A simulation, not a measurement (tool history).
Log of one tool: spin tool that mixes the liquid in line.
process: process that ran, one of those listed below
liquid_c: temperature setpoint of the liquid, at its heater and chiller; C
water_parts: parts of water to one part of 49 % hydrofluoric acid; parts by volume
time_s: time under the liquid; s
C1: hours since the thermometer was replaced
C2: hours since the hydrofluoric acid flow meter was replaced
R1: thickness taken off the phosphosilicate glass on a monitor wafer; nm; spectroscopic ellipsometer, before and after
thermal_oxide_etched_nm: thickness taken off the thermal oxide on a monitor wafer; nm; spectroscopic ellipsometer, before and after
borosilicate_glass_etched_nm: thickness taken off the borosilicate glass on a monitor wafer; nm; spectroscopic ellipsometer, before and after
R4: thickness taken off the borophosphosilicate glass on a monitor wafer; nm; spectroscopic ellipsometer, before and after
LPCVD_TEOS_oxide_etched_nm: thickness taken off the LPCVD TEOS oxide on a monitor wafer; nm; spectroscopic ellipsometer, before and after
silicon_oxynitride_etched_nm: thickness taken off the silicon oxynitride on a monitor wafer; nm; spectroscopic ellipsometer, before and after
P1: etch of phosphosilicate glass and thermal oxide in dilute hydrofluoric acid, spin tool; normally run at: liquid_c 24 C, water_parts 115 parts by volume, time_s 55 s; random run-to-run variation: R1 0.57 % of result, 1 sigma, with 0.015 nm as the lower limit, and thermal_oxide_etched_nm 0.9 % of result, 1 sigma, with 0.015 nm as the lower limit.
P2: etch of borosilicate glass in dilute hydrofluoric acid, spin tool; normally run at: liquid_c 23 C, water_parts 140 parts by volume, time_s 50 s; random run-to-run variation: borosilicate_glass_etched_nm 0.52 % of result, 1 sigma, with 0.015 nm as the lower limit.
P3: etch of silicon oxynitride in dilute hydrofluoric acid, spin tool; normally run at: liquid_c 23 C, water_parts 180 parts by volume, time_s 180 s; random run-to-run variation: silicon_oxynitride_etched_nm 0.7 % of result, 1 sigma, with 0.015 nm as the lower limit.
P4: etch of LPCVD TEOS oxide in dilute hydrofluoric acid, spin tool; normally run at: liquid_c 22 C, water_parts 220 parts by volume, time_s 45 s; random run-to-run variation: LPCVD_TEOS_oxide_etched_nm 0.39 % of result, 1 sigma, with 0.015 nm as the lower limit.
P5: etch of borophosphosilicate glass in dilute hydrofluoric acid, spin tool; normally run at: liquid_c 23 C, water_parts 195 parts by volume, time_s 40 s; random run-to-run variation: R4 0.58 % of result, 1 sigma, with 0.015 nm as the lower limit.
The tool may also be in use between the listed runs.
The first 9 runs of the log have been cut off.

{"run": 10, "day": 3.033, "process": "P5", "liquid_c": 17, "water_parts": 195, "time_s": 40, "C1": 437.4, "C2": 282.6, "R4": 5.5866}
{"run": 11, "day": 3.362, "process": "P1", "liquid_c": 24, "water_parts": 160, "time_s": 105, "C1": 445.3, "C2": 290.5, "R1": 42.157, "thermal_oxide_etched_nm": 2.9426}
{"run": 12, "day": 3.729, "process": "P2", "liquid_c": 23, "water_parts": 140, "time_s": 50, "C1": 454.1, "C2": 299.3, "borosilicate_glass_etched_nm": 13.508}
{"run": 13, "day": 3.971, "process": "P3", "liquid_c": 23, "water_parts": 180, "time_s": 15, "C1": 459.9, "C2": 305.1, "silicon_oxynitride_etched_nm": 0.31098}
{"run": 14, "day": 4.242, "process": "P1", "liquid_c": 24, "water_parts": 115, "time_s": 90, "C1": 466.4, "C2": 311.6, "R1": 53.1, "thermal_oxide_etched_nm": 3.7487}
{"run": 15, "day": 4.483, "process": "P2", "liquid_c": 23, "water_parts": 140, "time_s": 15, "C1": 472.2, "C2": 317.4, "borosilicate_glass_etched_nm": 4.0704}
{"run": 16, "day": 4.675, "process": "P3", "liquid_c": 23, "water_parts": 35, "time_s": 180, "C1": 476.8, "C2": 322, "silicon_oxynitride_etched_nm": 22.775}
{"run": 17, "day": 5.071, "process": "P1", "liquid_c": 19, "water_parts": 115, "time_s": 55, "C1": 486.3, "C2": 331.5, "R1": 26.569, "thermal_oxide_etched_nm": 1.8682}
{"run": 18, "day": 5.421, "process": "P3", "liquid_c": 31.5, "water_parts": 180, "time_s": 180, "C1": 494.7, "C2": 339.9, "silicon_oxynitride_etched_nm": 5.7364}
{"run": 19, "day": 5.783, "process": "P1", "liquid_c": 24, "water_parts": 175, "time_s": 55, "C1": 503.4, "C2": 348.6, "R1": 20.033, "thermal_oxide_etched_nm": 1.397}
{"run": 20, "day": 6.038, "process": "P1", "liquid_c": 24, "water_parts": 115, "time_s": 55, "C1": 509.5, "C2": 354.7, "R1": 32.255, "thermal_oxide_etched_nm": 2.2866}
{"run": 21, "day": 6.25, "process": "P1", "liquid_c": 31, "water_parts": 115, "time_s": 90, "C1": 514.6, "C2": 359.8, "R1": 69.388, "thermal_oxide_etched_nm": 4.88}
{"run": 22, "day": 6.483, "process": "P1", "liquid_c": 32, "water_parts": 115, "time_s": 110, "C1": 520.2, "C2": 365.4, "R1": 87.418, "thermal_oxide_etched_nm": 6.2986}
{"run": 23, "day": 6.708, "process": "P4", "liquid_c": 17, "water_parts": 220, "time_s": 45, "C1": 525.6, "C2": 370.8, "LPCVD_TEOS_oxide_etched_nm": 7.522}
{"run": 24, "day": 7.025, "process": "P2", "liquid_c": 17, "water_parts": 140, "time_s": 50, "C1": 533.2, "C2": 378.4, "borosilicate_glass_etched_nm": 10.623}
{"run": 25, "day": 7.471, "process": "P3", "liquid_c": 23, "water_parts": 180, "time_s": 180, "C1": 543.9, "C2": 389.1, "silicon_oxynitride_etched_nm": 3.9898}
{"run": 26, "day": 7.796, "process": "P4", "liquid_c": 22, "water_parts": 385, "time_s": 45, "C1": 551.7, "C2": 396.9, "LPCVD_TEOS_oxide_etched_nm": 4.4747}

The next listed run, before its measurement:
{"run": 27, "day": 8.021, "process": "P4", "liquid_c": 22, "water_parts": 220, "time_s": 85, "C1": 557.1, "C2": 402.3, "LPCVD_TEOS_oxide_etched_nm": "?"}

{"run 27": {"LPCVD_TEOS_oxide_etched_nm": 17.227}}
